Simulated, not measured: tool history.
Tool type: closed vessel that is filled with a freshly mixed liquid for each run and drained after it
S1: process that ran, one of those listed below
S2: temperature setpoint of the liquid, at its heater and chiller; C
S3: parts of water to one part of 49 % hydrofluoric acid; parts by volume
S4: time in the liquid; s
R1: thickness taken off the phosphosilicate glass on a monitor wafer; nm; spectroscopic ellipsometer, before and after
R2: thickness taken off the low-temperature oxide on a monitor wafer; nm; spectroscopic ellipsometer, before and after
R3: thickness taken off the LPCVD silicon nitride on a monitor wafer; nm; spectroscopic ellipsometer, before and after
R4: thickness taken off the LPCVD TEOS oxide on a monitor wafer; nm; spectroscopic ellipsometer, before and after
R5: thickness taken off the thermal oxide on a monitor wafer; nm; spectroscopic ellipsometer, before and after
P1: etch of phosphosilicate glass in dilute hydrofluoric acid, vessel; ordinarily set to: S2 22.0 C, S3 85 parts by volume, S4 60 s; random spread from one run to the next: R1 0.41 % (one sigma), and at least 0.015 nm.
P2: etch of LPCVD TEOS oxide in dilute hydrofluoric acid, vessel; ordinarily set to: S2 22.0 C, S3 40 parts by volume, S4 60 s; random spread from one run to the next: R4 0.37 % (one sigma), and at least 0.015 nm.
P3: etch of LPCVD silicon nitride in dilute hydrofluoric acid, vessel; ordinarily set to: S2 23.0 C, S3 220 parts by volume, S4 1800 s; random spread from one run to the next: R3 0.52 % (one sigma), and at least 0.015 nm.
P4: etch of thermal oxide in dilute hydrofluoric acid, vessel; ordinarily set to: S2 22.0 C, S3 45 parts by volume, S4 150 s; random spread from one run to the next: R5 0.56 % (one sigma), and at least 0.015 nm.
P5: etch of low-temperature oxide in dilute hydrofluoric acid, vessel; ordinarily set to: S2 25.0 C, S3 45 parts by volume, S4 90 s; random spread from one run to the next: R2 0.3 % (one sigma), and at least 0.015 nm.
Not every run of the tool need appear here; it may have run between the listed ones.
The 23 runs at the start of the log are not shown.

run,hour,S1,S2,S3,S4,R1,R2,R3,R4,R5
24,134.6,P2,22.0,40,60,,,,81.225,
25,139.1,P2,22.0,40,30,,,,40.562,
26,144.1,P2,22.0,40,60,,,,81.388,
27,150.0,P4,22.0,65,150,,,,,9.9801
28,155.9,P1,22.0,85,60,88.643,,,,
29,163.3,P3,17.0,220,1800,,,2.5907,,
30,169.7,P3,23.0,220,3030,,,6.5144,,
31,176.0,P1,17.0,85,30,36.619,,,,
32,181.1,P4,22.0,45,80,,,,,7.8412
33,187.6,P1,22.0,85,60,88.827,,,,
34,195.0,P1,22.0,85,60,86.703,,,,
35,199.6,P1,22.0,85,60,84.893,,,,
36,206.9,P1,22.0,85,60,84.346,,,,
37,212.4,P1,22.0,85,60,84.545,,,,
38,216.7,P1,22.0,85,60,84.333,,,,
39,220.3,P1,22.0,85,60,83.505,,,,
40,224.2,P1,22.0,85,60,83.913,,,,

Run 41 has not been measured yet. What should we expect?
41,230.1,P1,22.0,85,60,?,,,,

{"run 41": {"R1": 83.943}}

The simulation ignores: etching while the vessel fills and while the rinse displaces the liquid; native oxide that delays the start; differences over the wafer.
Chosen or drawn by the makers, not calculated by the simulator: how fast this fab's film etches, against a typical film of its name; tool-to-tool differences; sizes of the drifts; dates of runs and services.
